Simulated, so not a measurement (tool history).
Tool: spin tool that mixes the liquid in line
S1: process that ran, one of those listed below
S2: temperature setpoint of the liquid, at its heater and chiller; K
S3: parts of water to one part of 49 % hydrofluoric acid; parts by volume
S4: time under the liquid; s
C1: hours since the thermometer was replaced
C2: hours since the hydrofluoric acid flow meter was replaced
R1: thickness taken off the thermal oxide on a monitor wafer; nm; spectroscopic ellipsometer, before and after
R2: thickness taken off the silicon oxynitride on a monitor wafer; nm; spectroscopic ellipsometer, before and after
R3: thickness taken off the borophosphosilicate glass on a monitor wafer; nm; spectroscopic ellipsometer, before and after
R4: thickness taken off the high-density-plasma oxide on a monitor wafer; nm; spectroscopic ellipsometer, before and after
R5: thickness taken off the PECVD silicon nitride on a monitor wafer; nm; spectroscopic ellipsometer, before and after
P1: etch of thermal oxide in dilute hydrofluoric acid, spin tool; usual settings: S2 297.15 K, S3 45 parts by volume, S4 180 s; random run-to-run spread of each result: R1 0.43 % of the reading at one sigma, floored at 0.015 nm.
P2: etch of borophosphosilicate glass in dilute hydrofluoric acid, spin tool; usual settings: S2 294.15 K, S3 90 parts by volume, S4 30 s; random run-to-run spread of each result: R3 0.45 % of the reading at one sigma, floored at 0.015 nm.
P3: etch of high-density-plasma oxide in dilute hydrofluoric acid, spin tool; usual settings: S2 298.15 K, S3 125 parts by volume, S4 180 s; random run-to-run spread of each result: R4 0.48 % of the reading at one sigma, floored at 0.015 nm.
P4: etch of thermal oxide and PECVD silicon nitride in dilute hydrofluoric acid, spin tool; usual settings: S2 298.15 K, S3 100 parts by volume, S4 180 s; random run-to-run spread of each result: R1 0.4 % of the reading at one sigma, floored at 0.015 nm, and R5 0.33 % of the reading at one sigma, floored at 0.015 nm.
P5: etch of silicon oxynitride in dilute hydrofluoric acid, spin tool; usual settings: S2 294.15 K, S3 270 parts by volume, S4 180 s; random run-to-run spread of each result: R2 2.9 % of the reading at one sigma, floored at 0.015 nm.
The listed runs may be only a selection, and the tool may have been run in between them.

run,hour,S1,S2,S3,S4,C1,C2,R1,R2,R3,R4,R5
1,5.0,P1,297.15,45,180,731.2,857.2,20.9060,,,,
2,8.9,P5,294.15,415,180,735.1,861.1,,0.40349,,,
3,12.1,P1,300.65,45,180,738.3,864.3,23.9710,,,,
4,17.1,P2,294.15,90,15,743.3,869.3,,,7.7736,,
5,21.2,P1,297.15,45,60,747.4,873.4,6.9915,,,,
6,25.2,P1,292.15,45,180,751.4,877.4,16.9100,,,,
7,28.8,P1,297.15,30,180,755.0,881.0,31.9680,,,,
8,35.2,P3,298.15,125,95,761.4,887.4,,,,4.9768,
9,41.8,P4,298.15,100,320,768.0,894.0,15.6890,,,,11.1730
10,45.4,P1,297.15,45,180,771.6,897.6,20.8490,,,,
11,49.2,P2,294.15,90,30,775.4,901.4,,,15.5050,,
12,55.3,P4,298.15,45,180,781.5,907.5,20.9880,,,,13.7500
13,60.8,P2,290.15,90,30,787.0,913.0,,,13.1490,,
14,67.3,P1,297.15,45,180,793.5,919.5,20.9090,,,,
15,71.0,P5,294.15,270,180,797.2,923.2,,0.69377,,,
16,77.1,P5,294.15,270,30,803.3,929.3,,0.13881,,,
17,80.6,P1,297.15,60,180,806.8,932.8,15.3380,,,,
18,86.5,P1,297.15,30,70,812.7,938.7,12.3850,,,,
19,93.1,P1,297.15,45,180,819.3,945.3,20.8990,,,,
20,96.6,P1,297.15,45,325,822.8,948.8,37.7360,,,,
21,100.8,P4,298.15,100,180,827.0,953.0,8.8360,,,,6.3232
22,107.5,P4,305.15,100,180,833.7,959.7,11.4810,,,,9.7244
23,112.6,P2,294.15,45,30,838.8,964.8,,,33.0580,,
24,119.1,P1,297.15,45,180,845.3,971.3,20.8720,,,,
25,124.4,P3,305.15,125,180,850.6,976.6,,,,12.2290,
26,129.9,P3,298.15,210,180,856.1,982.1,,,,5.0683,
27,133.5,P5,299.65,270,180,859.7,985.7,,0.99960,,,
28,138.4,P3,298.15,125,180,864.6,990.6,,,,9.5030,
29,141.3,P3,298.15,125,180,867.5,993.5,,,,9.4643,
30,146.7,P1,297.15,45,180,872.9,998.9,20.8910,,,,
31,152.5,P1,297.15,45,180,878.7,1004.7,21.7860,,,,
32,156.5,P1,297.15,45,180,882.7,1008.7,22.1160,,,,
33,161.4,P1,297.15,45,180,887.6,1013.6,22.2510,,,,
34,167.3,P1,297.15,45,180,893.5,1019.5,22.4930,,,,
35,172.9,P1,297.15,45,180,899.1,1025.1,22.4860,,,,
36,179.3,P1,297.15,45,180,905.5,1031.5,22.4600,,,,

The output of P1 has drifted from where it used to be. Each of the 2 causes below, taken at the size shown beside it, accounts for the log equally well:
A: liquid hotter than its thermometer reads (K) = 1.93
B: hydrofluoric acid flow above the setpoint (%) = 7.72
Onset of the creep was near hour 146.7.

Listed below are the offered check runs, one wafer per run, with question marks in place of results. For which of them would the causes give clearly different outcomes?
check 1,185.7,P3,298.15,125,180,,,,,,?,
check 2,185.7,P2,294.15,90,30,,,,,?,,
check 3,185.7,P5,294.15,270,180,,,,?,,,
check 4,185.7,P4,298.15,100,180,,,?,,,,?

If the cause were each of the candidates in turn, the checks would give the following:
check,result,if A,if B
check 1,R4,10.1630,10.2820
check 2,R3,16.8620,16.9210
check 3,R2,0.82422,0.82578
check 4,R1,9.4922,9.5720
check 4,R5,7.1182,6.7607
Per-check spread between the two closest causes, in the result where they differ most: check 1 1.16 %; check 2 0.35 %; check 3 0.19 %; check 4 5.15 %
Check 4 is the one run that separates the causes; every other check would come out nearly the same whichever cause is at work.

Then check 4 was run and gave: R1 9.4500 nm; R5 7.1225 nm. Which cause is it?

Of the candidate causes, it is A: liquid hotter than its thermometer reads (K).
